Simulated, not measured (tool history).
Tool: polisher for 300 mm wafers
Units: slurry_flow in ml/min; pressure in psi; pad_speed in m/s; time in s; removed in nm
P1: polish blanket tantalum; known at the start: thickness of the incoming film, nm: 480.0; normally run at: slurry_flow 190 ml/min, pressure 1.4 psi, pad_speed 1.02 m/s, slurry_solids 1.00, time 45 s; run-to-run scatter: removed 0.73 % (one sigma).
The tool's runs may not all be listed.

run    day  slurry_flow  pressure  pad_speed  slurry_solids  time  wafers polished on this pad  hours since the slurry nozzle was cleaned  hours since the head pressure was calibrated  hours since the slurry blender was calibrated  removed
  1  0.321          190       1.4       1.02           1.00    45                          217                                      411.7                                         259.1                                          205.1   54.699
  2  0.692          190       0.8       1.02           1.00    45                          325                                      420.6                                         268.0                                          214.0   31.006
  3  1.021          190       1.4       1.02           1.00    45                          420                                      428.5                                         275.9                                          221.9   54.561
  4  1.262          190       1.4       1.02           1.00    45                          491                                      434.3                                         281.7                                          227.7   54.783
  5  1.575          190       1.4       1.54           1.00    45                          582                                      441.8                                         289.2                                          235.2   81.208
  6  1.900          290       1.4       1.02           1.00    45                          676                                      449.6                                         297.0                                          243.0   57.401
  7  2.371          190       1.4       1.02           1.00    22                          813                                      460.9                                         308.3                                          254.3   26.425
  8  2.742          190       1.4       0.46           1.00    45                          921                                      469.8                                         317.2                                          263.2   24.486
  9  3.121          190       1.4       1.02           1.25    45                         1032                                      478.9                                         326.3                                          272.3   58.021
 10  3.446          190       1.4       1.02           1.00    58                         1126                                      486.7                                         334.1                                          280.1   69.656
 11  3.717          190       1.4       1.02           1.00    45                         1205                                      493.2                                         340.6                                          286.6   54.535
 12  4.062          190       1.4       1.02           1.00    45                         1306                                      501.5                                         348.9                                          294.9   54.798
 13  4.346          190       1.4       1.02           0.80    45                         1388                                      508.3                                         355.7                                          301.7   50.982
 14  4.771          190       1.0       1.02           1.00    20                         1512                                      518.5                                         365.9                                          311.9   17.466
 15  5.162          115       1.4       1.02           1.00    45                         1626                                      527.9                                         375.3                                          321.3   49.588
 16  5.454          190       2.1       1.02           1.00    45                         1711                                      534.9                                         382.3                                          328.3   81.548
 17  5.862          190       1.4       1.02           1.00    45                         1830                                      544.7                                         392.1                                          338.1   54.930
 18  6.221          190       1.4       1.02           1.00    45                         1934                                      553.3                                         400.7                                          346.7   53.792
 19  6.608          190       1.4       1.02           1.00    45                         2047                                      562.6                                         410.0                                          356.0   52.395
 20  7.088          190       1.4       1.02           1.00    45                         2186                                      574.1                                         421.5                                          367.5   51.728
     7.317  -- worn pad replaced by a new one
 21  7.512          190       1.4       1.02           1.00    45                           57                                      584.3                                         431.7                                          377.7   51.485
 22  7.792          190       1.4       1.02           1.00    45                          138                                      591.0                                         438.4                                          384.4   51.078
     8.071  -- head pressure recalibrated
 23  8.288          190       1.4       1.02           1.00    45                          283                                      602.9                                           5.2                                          396.3   50.779
 24  8.567          190       1.4       1.02           1.00    45                          364                                      609.6                                          11.9                                          403.0   50.507
 25  9.054          190       1.4       1.02           1.00    45                          506                                      621.3                                          23.6                                          414.7   50.462
 26  9.442          190       1.4       1.02           1.00    45                          619                                      630.6                                          32.9                                          424.0   50.266

What P1 gives has crept away from where it was. These 2 causes fit the log equally well, each at the size given:
A: abrasive missing from the slurry, % = 21
B: slurry flow missing at the pad, % = 35
The creep began at about day 5.862.
Why every other cause is out:
removal rate lost through wear of the pad, %: serviced at day 7.317, which brought nothing back
head's pressure below its setpoint, %: serviced at day 8.071, which brought nothing back

4 check runs are offered, each on 3 wafers whose results are averaged, their results left as question marks. Which one tells the causes apart?
check 1  9.829          125       1.4       1.02           1.00    45                                                                                                                                                                             ?
check 2  9.829          190       1.4       1.02           1.20    45                                                                                                                                                                             ?
check 3  9.829          190       1.4       0.46           1.00    45                                                                                                                                                                             ?
check 4  9.829          190       1.4       1.02           1.00    29                                                                                                                                                                             ?

What each check would give under each cause:
  check   result    if A    if B
check 1  removed  47.180  45.611
check 2  removed  53.649  53.170
check 3  removed  22.839  22.837
check 4  removed  32.637  32.633
How far apart the two closest causes lie, in the result that separates them most: check 1 3.38 %; check 2 0.9 %; check 3 0.01 %; check 4 0.01 %
Check 1 tells the causes apart: in the others they would give nearly the same result.

Then check 1 was run and gave: removed 45.800 nm. Which cause is it?

It is B: slurry flow missing at the pad, %.

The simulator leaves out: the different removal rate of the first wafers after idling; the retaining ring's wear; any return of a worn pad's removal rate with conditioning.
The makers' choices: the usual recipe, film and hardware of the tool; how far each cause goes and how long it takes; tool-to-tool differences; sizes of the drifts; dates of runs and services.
